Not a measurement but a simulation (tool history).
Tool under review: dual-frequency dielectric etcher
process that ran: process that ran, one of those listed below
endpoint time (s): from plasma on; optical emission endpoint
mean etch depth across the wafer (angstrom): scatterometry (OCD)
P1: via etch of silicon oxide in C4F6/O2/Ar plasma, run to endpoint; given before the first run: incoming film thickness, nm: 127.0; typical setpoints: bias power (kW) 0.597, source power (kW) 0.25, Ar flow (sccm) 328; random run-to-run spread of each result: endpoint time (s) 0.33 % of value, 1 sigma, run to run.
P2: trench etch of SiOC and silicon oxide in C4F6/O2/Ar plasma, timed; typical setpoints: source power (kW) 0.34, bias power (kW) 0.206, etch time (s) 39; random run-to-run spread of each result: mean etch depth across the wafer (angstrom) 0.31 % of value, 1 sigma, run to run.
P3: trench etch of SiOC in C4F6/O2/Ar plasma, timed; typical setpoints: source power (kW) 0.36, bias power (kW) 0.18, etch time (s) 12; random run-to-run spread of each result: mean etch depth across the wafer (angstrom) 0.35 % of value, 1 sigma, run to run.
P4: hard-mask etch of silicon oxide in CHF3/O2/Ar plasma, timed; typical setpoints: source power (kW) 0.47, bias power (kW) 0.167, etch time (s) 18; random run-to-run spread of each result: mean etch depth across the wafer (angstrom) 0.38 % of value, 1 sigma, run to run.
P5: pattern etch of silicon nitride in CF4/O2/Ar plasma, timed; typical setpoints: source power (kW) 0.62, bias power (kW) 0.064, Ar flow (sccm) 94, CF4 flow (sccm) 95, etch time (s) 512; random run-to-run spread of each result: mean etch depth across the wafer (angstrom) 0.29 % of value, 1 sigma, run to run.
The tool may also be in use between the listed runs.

| run | hour | process that ran | bias power (kW) | source power (kW) | Ar flow (sccm) | CF4 flow (sccm) | etch time (s) | hours since the last wet clean | hours since the last bias power generator calibration | hours since the last source power generator calibration | hours since the last Ar flow controller change | endpoint time (s) | mean etch depth across the wafer (angstrom) |
|---|---|---|---|---|---|---|---|---|---|---|---|---|---|
| 1 | 5.6 | P1 | 0.597 | 0.25 | 328 |  |  | 162.6 | 1774.3 | 3343.1 | 1222.2 | 29.993 |  |
| 2 | 10 | P5 | 0.064 | 0.62 | 94 | 95 | 377 | 167 | 1778.7 | 3347.5 | 1226.6 |  | 9551 |
| 3 | 13.2 | P1 | 0.597 | 0.3 | 328 |  |  | 170.2 | 1781.9 | 3350.7 | 1229.8 | 28.159 |  |
| 4 | 15.7 | P1 | 0.597 | 0.19 | 228 |  |  | 172.7 | 1784.4 | 3353.2 | 1232.3 | 31.99 |  |
| 5 | 20.6 | P1 | 0.752 | 0.2 | 328 |  |  | 177.6 | 1789.3 | 3358.1 | 1237.2 | 29.9 |  |
| 6 | 24.2 | P1 | 0.378 | 0.25 | 328 |  |  | 181.2 | 1792.9 | 3361.7 | 1240.8 | 35.786 |  |
| 7 | 27.3 | P3 | 0.18 | 0.36 |  |  | 15.5 | 184.3 | 1796 | 3364.8 | 1243.9 |  | 311.37 |
| 8 | 31.3 | P2 | 0.206 | 0.34 |  |  | 39 | 188.3 | 1800 | 3368.8 | 1247.9 |  | 756.89 |
| 9 | 34.3 | P5 | 0.064 | 0.76 | 94 | 95 | 512 | 191.3 | 1803 | 3371.8 | 1250.9 |  | 15464 |
| 10 | 37.2 | P5 | 0.064 | 0.62 | 94 | 68 | 512 | 194.2 | 1805.9 | 3374.7 | 1253.8 |  | 12406 |
| 11 | 40.5 | P5 | 0.064 | 0.62 | 94 | 95 | 512 | 197.5 | 1809.2 | 3378 | 1257.1 |  | 12954 |
| 12 | 43.6 | P1 | 0.708 | 0.25 | 328 |  |  | 200.6 | 1812.3 | 3381.1 | 1260.2 | 28.112 |  |
| 13 | 47.1 | P1 | 0.597 | 0.25 | 328 |  |  | 204.1 | 1815.8 | 3384.6 | 1263.7 | 30.104 |  |
| 14 | 51.7 | P5 | 0.064 | 0.62 | 54 | 95 | 512 | 208.7 | 1820.4 | 3389.2 | 1268.3 |  | 13764 |
| 15 | 54.4 | P1 | 0.597 | 0.25 | 328 |  |  | 211.4 | 1823.1 | 3391.9 | 1271 | 30.151 |  |
| 16 | 58.8 | P3 | 0.18 | 0.36 |  |  | 12 | 215.8 | 1827.5 | 3396.3 | 1275.4 |  | 240.58 |
| 17 | 62.6 | P1 | 0.597 | 0.25 | 255 |  |  | 219.6 | 1831.3 | 3400.1 | 1279.2 | 29.131 |  |
| 18 | 68.3 | P1 | 0.597 | 0.15 | 328 |  |  | 225.3 | 1837 | 3405.8 | 1284.9 | 36.238 |  |
| 19 | 72.3 | P4 | 0.167 | 0.27 |  |  | 18 | 229.3 | 1841 | 3409.8 | 1288.9 |  | 259.69 |
| 20 | 77.1 | P5 | 0.064 | 0.62 | 94 | 95 | 512 | 234.1 | 1845.8 | 3414.6 | 1293.7 |  | 12908 |
| 21 | 81.9 | P4 | 0.097 | 0.47 |  |  | 18 | 238.9 | 1850.6 | 3419.4 | 1298.5 |  | 267.99 |
| 22 | 86.1 | P1 | 0.597 | 0.25 | 328 |  |  | 243.1 | 1854.8 | 3423.6 | 1302.7 | 30.086 |  |
| 23 | 90.4 | P2 | 0.206 | 0.23 |  |  | 39 | 247.4 | 1859.1 | 3427.9 | 1307 |  | 650.88 |
| 24 | 94.1 | P4 | 0.167 | 0.47 |  |  | 11.5 | 251.1 | 1862.8 | 3431.6 | 1310.7 |  | 203.96 |
| 25 | 97.9 | P2 | 0.159 | 0.34 |  |  | 39 | 254.9 | 1866.6 | 3435.4 | 1314.5 |  | 698.53 |
| 26 | 103.6 | P4 | 0.167 | 0.47 |  |  | 18 | 260.6 | 1872.3 | 3441.1 | 1320.2 |  | 316.97 |
| 27 | 107.4 | P1 | 0.489 | 0.32 | 328 |  |  | 264.4 | 1876.1 | 3444.9 | 1324 | 29.685 |  |
| 28 | 112.8 | P3 | 0.18 | 0.36 |  |  | 12 | 269.8 | 1881.5 | 3450.3 | 1329.4 |  | 239.46 |
| 29 | 116.4 | P2 | 0.206 | 0.34 |  |  | 53 | 273.4 | 1885.1 | 3453.9 | 1333 |  | 1036.9 |
| 30 | 120.2 | P3 | 0.117 | 0.36 |  |  | 12 | 277.2 | 1888.9 | 3457.7 | 1336.8 |  | 212.75 |
| 31 | 123.6 | P5 | 0.078 | 0.62 | 94 | 95 | 512 | 280.6 | 1892.3 | 3461.1 | 1340.2 |  | 14050 |
| 32 | 127.4 | P1 | 0.597 | 0.25 | 463 |  |  | 284.4 | 1896.1 | 3464.9 | 1344 | 31.289 |  |
| 33 | 131.1 | P3 | 0.18 | 0.26 |  |  | 12 | 288.1 | 1899.8 | 3468.6 | 1347.7 |  | 212.72 |
| 34 | 136.3 | P1 | 0.597 | 0.25 | 328 |  |  | 293.3 | 1905 | 3473.8 | 1352.9 | 30.026 |  |
| 35 | 140.4 | P1 | 0.597 | 0.25 | 328 |  |  | 297.4 | 1909.1 | 3477.9 | 1357 | 29.729 |  |
| 36 | 145.5 | P1 | 0.597 | 0.25 | 328 |  |  | 302.5 | 1914.2 | 3483 | 1362.1 | 29.713 |  |
| 37 | 148.5 | P1 | 0.597 | 0.25 | 328 |  |  | 305.5 | 1917.2 | 3486 | 1365.1 | 29.726 |  |
| 38 | 151 | P1 | 0.597 | 0.25 | 328 |  |  | 308 | 1919.7 | 3488.5 | 1367.6 | 29.655 |  |
|  | 153.9 | wet clean of the chamber |
| 39 | 155.8 | P1 | 0.597 | 0.25 | 328 |  |  | 2 | 1924.5 | 3493.3 | 1372.4 | 29.601 |  |
|  | 156.4 | Ar flow controller replaced |
| 40 | 158.7 | P1 | 0.597 | 0.25 | 328 |  |  | 4.9 | 1927.4 | 3496.2 | 2.4 | 29.545 |  |
| 41 | 162.2 | P1 | 0.597 | 0.25 | 328 |  |  | 8.4 | 1930.9 | 3499.7 | 5.9 | 29.714 |  |
| 42 | 167.6 | P1 | 0.597 | 0.25 | 328 |  |  | 13.8 | 1936.3 | 3505.1 | 11.3 | 29.439 |  |

P1 has crept away from where it was. The log is fitted equally well by each of these 2 causes, at the sizes shown:
A: source power that arrives over what is set, % = 4.68
B: bias power that arrives over what is set, % = 4.33
The drift started at roughly hour 136.3.
Why every other cause is out:
chamber walls in a state that raises the etch rate, %: serviced at hour 153.9, which brought nothing back
Ar flow that arrives under what is set, %: serviced at hour 156.4, which brought nothing back

Which of the 4 check runs listed below separates the causes, so that each cause would produce a clearly different result? Each run uses one wafer, and its results are marked with question marks.
| check 1 | 173 | P2 | 0.206 | 0.26 |  |  | 39 |  |  |  |  |  | ? |
| check 2 | 173 | P3 | 0.18 | 0.36 |  |  | 15 |  |  |  |  |  | ? |
| check 3 | 173 | P5 | 0.064 | 0.62 | 56 | 95 | 512 |  |  |  |  |  | ? |
| check 4 | 173 | P4 | 0.118 | 0.47 |  |  | 12 |  |  |  |  |  | ? |

If the cause were each of the candidates in turn, the checks would give the following:
| check | result | if A | if B |
|---|---|---|---|
| check 1 | mean etch depth across the wafer (angstrom) | 697.41 | 695.16 |
| check 2 | mean etch depth across the wafer (angstrom) | 306.11 | 304.83 |
| check 3 | mean etch depth across the wafer (angstrom) | 14247 | 13904 |
| check 4 | mean etch depth across the wafer (angstrom) | 193.11 | 192.23 |
Minimum pairwise separation of causes per check, each pair taken at its best-separating result: check 1 0.32 %; check 2 0.42 %; check 3 2.44 %; check 4 0.46 %
Check 3 tells the causes apart: in the others they would give nearly the same result.

Check 3 was carried out, with these results: mean etch depth across the wafer (angstrom) 14259. Which of the listed causes is responsible?

It is A: source power that arrives over what is set, %.

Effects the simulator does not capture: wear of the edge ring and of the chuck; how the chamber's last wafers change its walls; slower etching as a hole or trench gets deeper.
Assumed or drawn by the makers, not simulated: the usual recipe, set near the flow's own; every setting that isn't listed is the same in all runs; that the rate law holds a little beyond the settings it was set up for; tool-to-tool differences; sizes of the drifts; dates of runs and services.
